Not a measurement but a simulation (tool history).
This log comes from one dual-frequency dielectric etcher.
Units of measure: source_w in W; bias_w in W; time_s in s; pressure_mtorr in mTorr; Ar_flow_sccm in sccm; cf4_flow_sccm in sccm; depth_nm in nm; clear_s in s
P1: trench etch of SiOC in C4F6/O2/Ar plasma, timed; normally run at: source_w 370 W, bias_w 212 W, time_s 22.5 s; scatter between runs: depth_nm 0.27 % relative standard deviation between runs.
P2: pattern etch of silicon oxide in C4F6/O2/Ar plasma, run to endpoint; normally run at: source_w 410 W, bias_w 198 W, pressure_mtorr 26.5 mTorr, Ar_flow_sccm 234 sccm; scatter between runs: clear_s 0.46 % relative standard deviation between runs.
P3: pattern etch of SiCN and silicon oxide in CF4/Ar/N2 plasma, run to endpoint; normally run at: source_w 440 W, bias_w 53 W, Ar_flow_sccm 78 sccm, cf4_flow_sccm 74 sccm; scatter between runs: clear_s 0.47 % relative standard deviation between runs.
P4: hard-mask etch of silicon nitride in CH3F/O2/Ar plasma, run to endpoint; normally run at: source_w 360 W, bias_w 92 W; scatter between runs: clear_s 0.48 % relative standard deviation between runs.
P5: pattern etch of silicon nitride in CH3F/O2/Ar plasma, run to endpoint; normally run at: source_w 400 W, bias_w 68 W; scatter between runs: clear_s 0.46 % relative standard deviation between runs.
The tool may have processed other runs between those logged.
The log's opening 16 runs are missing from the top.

run    day  process  source_w  bias_w  time_s  pressure_mtorr  Ar_flow_sccm  cf4_flow_sccm  hours since the last wet clean  hours since the last source power generator calibration  hours since the last bias power generator calibration  depth_nm  clear_s
 17  5.825       P1       370     212      28                                                                        486.7                                                   2010.6                                                   1491    58.813
 18  6.121       P3       440      40                                    78             74                           493.8                                                   2017.7                                                 1498.1              22.51
     6.258  -- bias power generator calibrated
 19  6.467       P1       300     212    22.5                                                                        502.1                                                     2026                                                      5    43.534
 20  6.729       P5       500      68                                                                                508.4                                                   2032.3                                                   11.3             68.658
 21      7       P2       410     198                      32           234                                          514.9                                                   2038.8                                                   17.8              7.885
 22  7.462       P5       400      68                                                                                  526                                                   2049.9                                                   28.9             74.438
 23  7.862       P4       360      92                                                                                535.6                                                   2059.5                                                   38.5             63.221
 24  8.125       P1       450     212    22.5                                                                        541.9                                                   2065.8                                                   44.8    51.056
 25  8.433       P1       370     212    22.5                                                                        549.3                                                   2073.2                                                   52.2    47.485

Run 26, settings as shown, results not yet in. Your forecast:
 26  8.721       P1       370     158      32                                                                        556.2                                                   2080.1                                                   59.1         ?

Run 26 gave depth_nm 61.218 nm.

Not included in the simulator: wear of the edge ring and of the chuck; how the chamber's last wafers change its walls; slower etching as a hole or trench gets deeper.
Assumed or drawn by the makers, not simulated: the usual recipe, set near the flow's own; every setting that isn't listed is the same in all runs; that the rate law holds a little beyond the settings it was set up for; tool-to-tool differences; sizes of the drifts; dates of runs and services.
